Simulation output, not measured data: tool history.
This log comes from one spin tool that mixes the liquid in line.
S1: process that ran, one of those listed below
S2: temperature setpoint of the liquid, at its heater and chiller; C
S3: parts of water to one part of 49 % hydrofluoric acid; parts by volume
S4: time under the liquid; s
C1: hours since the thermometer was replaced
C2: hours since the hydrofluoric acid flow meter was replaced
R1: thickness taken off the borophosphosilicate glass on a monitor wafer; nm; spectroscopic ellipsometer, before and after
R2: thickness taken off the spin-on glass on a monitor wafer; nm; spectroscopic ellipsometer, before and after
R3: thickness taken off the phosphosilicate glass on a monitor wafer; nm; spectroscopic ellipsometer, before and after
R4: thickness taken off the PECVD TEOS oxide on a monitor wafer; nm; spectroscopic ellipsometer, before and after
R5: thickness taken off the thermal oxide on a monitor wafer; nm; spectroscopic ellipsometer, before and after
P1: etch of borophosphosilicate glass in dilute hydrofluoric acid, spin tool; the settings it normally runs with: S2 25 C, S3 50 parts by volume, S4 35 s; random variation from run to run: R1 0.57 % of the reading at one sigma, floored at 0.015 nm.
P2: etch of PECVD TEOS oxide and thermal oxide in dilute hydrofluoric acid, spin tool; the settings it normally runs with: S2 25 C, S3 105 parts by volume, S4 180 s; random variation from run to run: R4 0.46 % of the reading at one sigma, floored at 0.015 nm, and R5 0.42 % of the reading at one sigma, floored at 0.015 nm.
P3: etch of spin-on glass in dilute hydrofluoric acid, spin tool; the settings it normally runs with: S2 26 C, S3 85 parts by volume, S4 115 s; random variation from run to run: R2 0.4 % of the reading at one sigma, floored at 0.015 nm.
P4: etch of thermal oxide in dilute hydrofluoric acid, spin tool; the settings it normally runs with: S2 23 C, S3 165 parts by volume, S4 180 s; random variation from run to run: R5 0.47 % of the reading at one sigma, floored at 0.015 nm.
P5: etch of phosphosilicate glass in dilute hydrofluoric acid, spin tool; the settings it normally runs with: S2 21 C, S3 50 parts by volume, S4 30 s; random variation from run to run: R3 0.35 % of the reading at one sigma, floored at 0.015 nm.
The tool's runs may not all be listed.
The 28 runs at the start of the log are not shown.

run,hour,S1,S2,S3,S4,C1,C2,R1,R2,R3,R4,R5
29,135.3,P1,25,50,55,1697.1,1038.9,51.895,,,,
30,141.8,P2,25,105,350,1703.6,1045.4,,,,36.748,16.265
31,148.2,P1,21,50,15,1710,1051.8,11.839,,,,
32,154.6,P1,25,50,35,1716.4,1058.2,33.48,,,,
33,158.2,P1,25,50,35,1720,1061.8,31.975,,,,
34,164,P1,25,50,35,1725.8,1067.6,31.029,,,,
35,169.1,P1,25,50,35,1730.9,1072.7,30.679,,,,
36,173.7,P1,25,50,35,1735.5,1077.3,30.262,,,,
37,179,P1,25,50,35,1740.8,1082.6,30.038,,,,

Expected results for the next run?
38,184.2,P1,25,50,35,1746,1087.8,?,,,,

{"run 38": {"R1": 30.288}}
